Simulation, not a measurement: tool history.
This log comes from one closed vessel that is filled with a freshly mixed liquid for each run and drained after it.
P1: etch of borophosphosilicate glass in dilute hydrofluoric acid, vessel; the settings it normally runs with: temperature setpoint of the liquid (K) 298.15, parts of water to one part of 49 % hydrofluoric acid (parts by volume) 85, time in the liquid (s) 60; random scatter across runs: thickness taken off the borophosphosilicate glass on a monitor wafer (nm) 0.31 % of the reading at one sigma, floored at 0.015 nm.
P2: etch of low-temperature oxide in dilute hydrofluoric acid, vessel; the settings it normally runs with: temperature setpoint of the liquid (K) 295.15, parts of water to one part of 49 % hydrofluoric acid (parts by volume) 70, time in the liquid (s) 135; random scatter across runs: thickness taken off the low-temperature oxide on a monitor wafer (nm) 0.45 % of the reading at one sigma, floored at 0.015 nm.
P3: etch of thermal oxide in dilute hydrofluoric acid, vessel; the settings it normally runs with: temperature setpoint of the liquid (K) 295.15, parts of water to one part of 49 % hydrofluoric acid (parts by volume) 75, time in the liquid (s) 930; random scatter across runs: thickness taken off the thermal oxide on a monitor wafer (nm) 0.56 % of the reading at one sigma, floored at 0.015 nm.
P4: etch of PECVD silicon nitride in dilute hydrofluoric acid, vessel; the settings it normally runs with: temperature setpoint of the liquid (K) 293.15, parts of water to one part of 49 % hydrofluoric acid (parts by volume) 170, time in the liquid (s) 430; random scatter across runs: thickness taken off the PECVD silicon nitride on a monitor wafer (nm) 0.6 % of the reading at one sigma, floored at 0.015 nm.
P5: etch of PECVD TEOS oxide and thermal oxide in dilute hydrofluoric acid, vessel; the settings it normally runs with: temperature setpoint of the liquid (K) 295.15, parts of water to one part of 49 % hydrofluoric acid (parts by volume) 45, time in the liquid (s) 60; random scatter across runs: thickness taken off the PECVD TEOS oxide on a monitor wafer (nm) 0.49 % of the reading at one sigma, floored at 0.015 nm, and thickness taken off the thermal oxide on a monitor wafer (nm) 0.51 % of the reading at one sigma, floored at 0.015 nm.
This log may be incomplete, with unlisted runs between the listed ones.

| run | hour | process that ran | temperature setpoint of the liquid (K) | parts of water to one part of 49 % hydrofluoric acid (parts by volume) | time in the liquid (s) | hours since the thermometer was replaced | hours since the hydrofluoric acid flow meter was replaced | thickness taken off the borophosphosilicate glass on a monitor wafer (nm) | thickness taken off the low-temperature oxide on a monitor wafer (nm) | thickness taken off the PECVD TEOS oxide on a monitor wafer (nm) | thickness taken off the thermal oxide on a monitor wafer (nm) | thickness taken off the PECVD silicon nitride on a monitor wafer (nm) |
|---|---|---|---|---|---|---|---|---|---|---|---|---|
| 1 | 3.7 | P1 | 298.15 | 85 | 60 | 470.5 | 208.2 | 27.330 |  |  |  |  |
| 2 | 9.0 | P2 | 290.15 | 70 | 135 | 475.8 | 213.5 |  | 42.932 |  |  |  |
| 3 | 14.3 | P1 | 298.15 | 85 | 30 | 481.1 | 218.8 | 13.692 |  |  |  |  |
| 4 | 17.4 | P1 | 298.15 | 85 | 60 | 484.2 | 221.9 | 27.201 |  |  |  |  |
| 5 | 23.8 | P1 | 298.15 | 85 | 60 | 490.6 | 228.3 | 27.415 |  |  |  |  |
| 6 | 30.1 | P5 | 295.15 | 45 | 60 | 496.9 | 234.6 |  |  | 21.707 | 6.4650 |  |
| 7 | 34.9 | P5 | 295.15 | 45 | 60 | 501.7 | 239.4 |  |  | 22.011 | 6.4504 |  |
| 8 | 38.9 | P4 | 290.15 | 170 | 430 | 505.7 | 243.4 |  |  |  |  | 4.4441 |
| 9 | 43.1 | P5 | 295.15 | 25 | 60 | 509.9 | 247.6 |  |  | 40.446 | 11.8300 |  |
| 10 | 48.1 | P1 | 298.15 | 85 | 60 | 514.9 | 252.6 | 27.444 |  |  |  |  |
| 11 | 53.3 | P1 | 292.15 | 85 | 60 | 520.1 | 257.8 | 21.423 |  |  |  |  |
| 12 | 56.8 | P3 | 295.15 | 75 | 930 | 523.6 | 261.3 |  |  |  | 55.4050 |  |
| 13 | 60.0 | P4 | 293.15 | 170 | 430 | 526.8 | 264.5 |  |  |  |  | 5.4519 |
| 14 | 64.0 | P1 | 298.15 | 55 | 60 | 530.8 | 268.5 | 43.809 |  |  |  |  |
| 15 | 68.3 | P5 | 300.65 | 45 | 60 | 535.1 | 272.8 |  |  | 27.311 | 8.0501 |  |
| 16 | 74.9 | P4 | 293.15 | 290 | 430 | 541.7 | 279.4 |  |  |  |  | 3.2402 |
| 17 | 79.7 | P1 | 302.65 | 85 | 60 | 546.5 | 284.2 | 32.668 |  |  |  |  |
| 18 | 82.9 | P4 | 293.15 | 170 | 430 | 549.7 | 287.4 |  |  |  |  | 5.4633 |
| 19 | 88.7 | P3 | 290.15 | 75 | 930 | 555.5 | 293.2 |  |  |  | 45.2810 |  |
| 20 | 91.8 | P2 | 295.15 | 100 | 135 | 558.6 | 296.3 |  | 35.454 |  |  |  |
| 21 | 96.6 | P3 | 295.15 | 110 | 930 | 563.4 | 301.1 |  |  |  | 36.0640 |  |
| 22 | 103.3 | P1 | 298.15 | 85 | 110 | 570.1 | 307.8 | 50.113 |  |  |  |  |

Run 23 has not been measured yet. What should we expect?
| 23 | 107.5 | P3 | 295.15 | 75 | 930 | 574.3 | 312.0 |  |  |  | ? |  |

{"run 23": {"thickness taken off the thermal oxide on a monitor wafer (nm)": 55.138}}
